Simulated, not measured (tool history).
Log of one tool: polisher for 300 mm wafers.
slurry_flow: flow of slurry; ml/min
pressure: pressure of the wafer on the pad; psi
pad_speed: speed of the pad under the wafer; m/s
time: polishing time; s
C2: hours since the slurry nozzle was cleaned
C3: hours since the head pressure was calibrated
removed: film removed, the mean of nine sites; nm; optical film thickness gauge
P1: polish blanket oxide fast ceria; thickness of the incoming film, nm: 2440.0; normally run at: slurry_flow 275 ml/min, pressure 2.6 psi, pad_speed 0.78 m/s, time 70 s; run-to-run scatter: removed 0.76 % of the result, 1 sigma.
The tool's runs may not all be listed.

Run 1, hour 8.5: slurry_flow 275 ml/min, pressure 2.6 psi, pad_speed 0.78 m/s, time 70 s; wafers polished on this pad 446; C2 379.0; C3 405.1. Result: removed 771.28 nm.
Run 2, hour 15.4: slurry_flow 275 ml/min, pressure 3.4 psi, pad_speed 0.78 m/s, time 70 s; wafers polished on this pad 509; C2 385.9; C3 412.0. Result: removed 984.63 nm.
Run 3, hour 26.6: slurry_flow 275 ml/min, pressure 2.6 psi, pad_speed 0.78 m/s, time 70 s; wafers polished on this pad 612; C2 397.1; C3 423.2. Result: removed 765.60 nm.
Run 4, hour 34.7: slurry_flow 395 ml/min, pressure 1.9 psi, pad_speed 0.78 m/s, time 70 s; wafers polished on this pad 686; C2 405.2; C3 431.3. Result: removed 566.19 nm.
Run 5, hour 47.7: slurry_flow 165 ml/min, pressure 2.6 psi, pad_speed 0.78 m/s, time 70 s; wafers polished on this pad 804; C2 418.2; C3 444.3. Result: removed 714.87 nm.
Run 6, hour 58.2: slurry_flow 375 ml/min, pressure 2.6 psi, pad_speed 0.78 m/s, time 70 s; wafers polished on this pad 900; C2 428.7; C3 454.8. Result: removed 776.62 nm.
Run 7, hour 69.0: slurry_flow 275 ml/min, pressure 2.6 psi, pad_speed 0.78 m/s, time 70 s; wafers polished on this pad 999; C2 439.5; C3 465.6. Result: removed 767.39 nm.
Run 8, hour 81.5: slurry_flow 275 ml/min, pressure 2.6 psi, pad_speed 0.78 m/s, time 70 s; wafers polished on this pad 1113; C2 452.0; C3 478.1. Result: removed 757.43 nm.
Run 9, hour 92.6: slurry_flow 275 ml/min, pressure 2.6 psi, pad_speed 0.38 m/s, time 95 s; wafers polished on this pad 1214; C2 463.1; C3 489.2. Result: removed 505.49 nm.
Run 10, hour 101.6: slurry_flow 275 ml/min, pressure 2.6 psi, pad_speed 0.78 m/s, time 109 s; wafers polished on this pad 1297; C2 472.1; C3 498.2. Result: removed 1184.70 nm.
Run 11, hour 109.8: slurry_flow 275 ml/min, pressure 2.6 psi, pad_speed 0.36 m/s, time 70 s; wafers polished on this pad 1372; C2 480.3; C3 506.4. Result: removed 351.70 nm.
Run 12, hour 123.8: slurry_flow 275 ml/min, pressure 1.5 psi, pad_speed 0.78 m/s, time 70 s; wafers polished on this pad 1499; C2 494.3; C3 520.4. Result: removed 439.83 nm.
Run 13, hour 137.9: slurry_flow 275 ml/min, pressure 2.6 psi, pad_speed 1.22 m/s, time 70 s; wafers polished on this pad 1628; C2 508.4; C3 534.5. Result: removed 1191.00 nm.
Run 14, hour 148.1: slurry_flow 175 ml/min, pressure 2.6 psi, pad_speed 0.78 m/s, time 51 s; wafers polished on this pad 1721; C2 518.6; C3 544.7. Result: removed 528.13 nm.
Run 15, hour 158.3: slurry_flow 275 ml/min, pressure 2.6 psi, pad_speed 0.78 m/s, time 39 s; wafers polished on this pad 1815; C2 528.8; C3 554.9. Result: removed 424.43 nm.
Run 16, hour 165.8: slurry_flow 275 ml/min, pressure 2.6 psi, pad_speed 0.78 m/s, time 70 s; wafers polished on this pad 1883; C2 536.3; C3 562.4. Result: removed 764.47 nm.
Run 17, hour 178.7: slurry_flow 275 ml/min, pressure 2.6 psi, pad_speed 0.78 m/s, time 70 s; wafers polished on this pad 2001; C2 549.2; C3 575.3. Result: removed 762.81 nm.

Run 18 comes next. What will it give?
Run 18, hour 192.9: slurry_flow 275 ml/min, pressure 2.6 psi, pad_speed 0.78 m/s, time 70 s; wafers polished on this pad 2131; C2 563.4; C3 589.5. Result: removed ?.

removed: 761.25 nm

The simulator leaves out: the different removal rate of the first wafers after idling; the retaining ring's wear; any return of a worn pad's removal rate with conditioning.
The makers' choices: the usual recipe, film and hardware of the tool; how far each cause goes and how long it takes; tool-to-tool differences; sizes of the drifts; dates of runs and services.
